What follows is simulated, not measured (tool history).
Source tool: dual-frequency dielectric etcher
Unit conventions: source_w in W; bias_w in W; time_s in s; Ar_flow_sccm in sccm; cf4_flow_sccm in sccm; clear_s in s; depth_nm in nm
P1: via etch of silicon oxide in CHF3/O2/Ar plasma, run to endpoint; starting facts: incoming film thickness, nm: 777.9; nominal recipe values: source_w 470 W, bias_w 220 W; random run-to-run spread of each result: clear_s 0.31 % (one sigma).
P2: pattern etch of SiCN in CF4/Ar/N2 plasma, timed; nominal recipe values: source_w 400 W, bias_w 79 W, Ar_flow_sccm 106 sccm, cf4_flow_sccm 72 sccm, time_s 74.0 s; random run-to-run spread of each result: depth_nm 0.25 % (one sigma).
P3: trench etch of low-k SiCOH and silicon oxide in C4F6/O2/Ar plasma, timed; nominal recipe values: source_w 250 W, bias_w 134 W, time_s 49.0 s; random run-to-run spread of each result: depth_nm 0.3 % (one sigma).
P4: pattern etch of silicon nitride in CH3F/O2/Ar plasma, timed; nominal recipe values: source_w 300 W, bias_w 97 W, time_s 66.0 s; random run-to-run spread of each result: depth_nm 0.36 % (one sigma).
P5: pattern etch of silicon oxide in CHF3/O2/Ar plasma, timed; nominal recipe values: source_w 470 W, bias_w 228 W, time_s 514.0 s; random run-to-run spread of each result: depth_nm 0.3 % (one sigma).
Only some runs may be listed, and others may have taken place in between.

run,day,process,source_w,bias_w,time_s,Ar_flow_sccm,cf4_flow_sccm,hours since the last wet clean,hours since the last source power generator calibration,hours since the last bias power generator calibration,clear_s,depth_nm
1,0.321,P1,470,220,,,,365.9,769.7,3372.7,403.34,
2,0.762,P1,470,220,,,,376.5,780.3,3383.3,402.29,
3,1.367,P3,250,89,49.0,,,391.0,794.8,3397.8,,106.680
4,1.921,P2,310,79,74.0,106,72,404.3,808.1,3411.1,,46.865
5,2.462,P1,470,309,,,,417.3,821.1,3424.1,355.61,
6,3.142,P5,470,228,694.0,,,433.6,837.4,3440.4,,1372.500
7,3.521,P3,250,134,49.0,,,442.7,846.5,3449.5,,119.420
8,3.875,P4,300,97,36.5,,,451.2,855.0,3458.0,,25.641
9,4.283,P1,470,220,,,,461.0,864.8,3467.8,402.35,
10,4.854,P1,470,156,,,,474.7,878.5,3481.5,455.34,
11,5.238,P3,330,134,49.0,,,483.9,887.7,3490.7,,133.680
12,5.658,P4,210,97,66.0,,,494.0,897.8,3500.8,,40.716
13,6.300,P2,400,79,74.0,135,72,509.4,913.2,3516.2,,56.285
14,6.700,P3,250,134,49.0,,,519.0,922.8,3525.8,,119.660
15,7.221,P2,400,79,56.0,106,72,531.5,935.3,3538.3,,44.097
16,7.633,P1,630,173,,,,541.4,945.2,3548.2,389.84,
17,8.033,P5,470,289,514.0,,,551.0,954.8,3557.8,,1112.000
18,8.596,P2,400,108,74.0,106,72,564.5,968.3,3571.3,,65.609
19,9.196,P1,650,165,,,,578.9,982.7,3585.7,394.92,
20,9.621,P2,400,79,74.0,106,44,589.1,992.9,3595.9,,54.343
21,10.192,P4,300,130,66.0,,,602.8,1006.6,3609.6,,51.853
22,10.646,P1,470,220,,,,613.7,1017.5,3620.5,403.00,
23,11.050,P2,400,79,74.0,106,72,623.4,1027.2,3630.2,,58.383
24,11.692,P4,300,97,66.0,,,638.8,1042.6,3645.6,,46.509
25,12.246,P4,300,97,66.0,,,652.1,1055.9,3658.9,,46.341
26,12.575,P5,310,228,514.0,,,660.0,1063.8,3666.8,,874.950
27,13.188,P1,280,220,,,,674.7,1078.5,3681.5,490.05,
28,13.542,P3,250,134,62.0,,,683.2,1087.0,3690.0,,151.010
29,14.121,P1,610,220,,,,697.1,1100.9,3703.9,364.97,
30,14.429,P1,570,258,,,,704.5,1108.3,3711.3,356.13,
31,14.950,P5,470,228,514.0,,,717.0,1120.8,3723.8,,1016.600
32,15.312,P1,470,220,,,,725.7,1129.5,3732.5,404.12,
33,15.746,P1,470,220,,,,736.1,1139.9,3742.9,404.16,
34,16.071,P1,470,220,,,,743.9,1147.7,3750.7,406.98,
35,16.658,P1,470,220,,,,758.0,1161.8,3764.8,408.23,
36,17.329,P1,470,220,,,,774.1,1177.9,3780.9,409.85,
# day 17.525: wet clean of the chamber
37,17.688,P1,470,220,,,,4.0,1186.5,3789.5,409.24,
38,18.117,P1,470,220,,,,14.3,1196.8,3799.8,409.59,
39,18.504,P1,470,220,,,,23.6,1206.1,3809.1,408.88,
40,19.108,P1,470,220,,,,38.1,1220.6,3823.6,410.41,

The log shows P1 creeping away from where it was. Any of the 2 causes listed here, at the size stated for it, fits the log just as well as the others:
A: source power that arrives under what is set, % = 4.58
B: bias power that arrives under what is set, % = 4.87
At approximately day 15.312, the process output began to creep.
Excluded causes, each with its reason:
chamber walls in a state that lowers the etch rate, %: serviced after onset, at day 17.525, with no recovery of the prior output

Which of the 4 check runs listed below separates the causes, so that each cause would produce a clearly different result? Each run uses one wafer, and its results are marked with question marks.
check 1,19.712,P3,320,101,49.0,,,,,,,?
check 2,19.712,P4,300,97,36.5,,,,,,,?
check 3,19.712,P5,470,262,514.0,,,,,,,?
check 4,19.712,P2,400,105,74.0,122,72,,,,,?

Check results expected under each cause:
check,result,if A,if B
check 1,depth_nm,119.470,120.060
check 2,depth_nm,25.265,25.237
check 3,depth_nm,1051.700,1051.000
check 4,depth_nm,61.080,62.412
Per check, the gap between the least separated pair of causes, taken in the result that splits them most: check 1 0.5 %; check 2 0.11 %; check 3 0.07 %; check 4 2.16 %
Only in check 4 would the causes give clearly different results; in the remaining checks their results would be nearly the same.

After running check 4, the following was obtained: depth_nm 60.930 nm. Which cause does this point to?

It was cause A: source power that arrives under what is set, %.
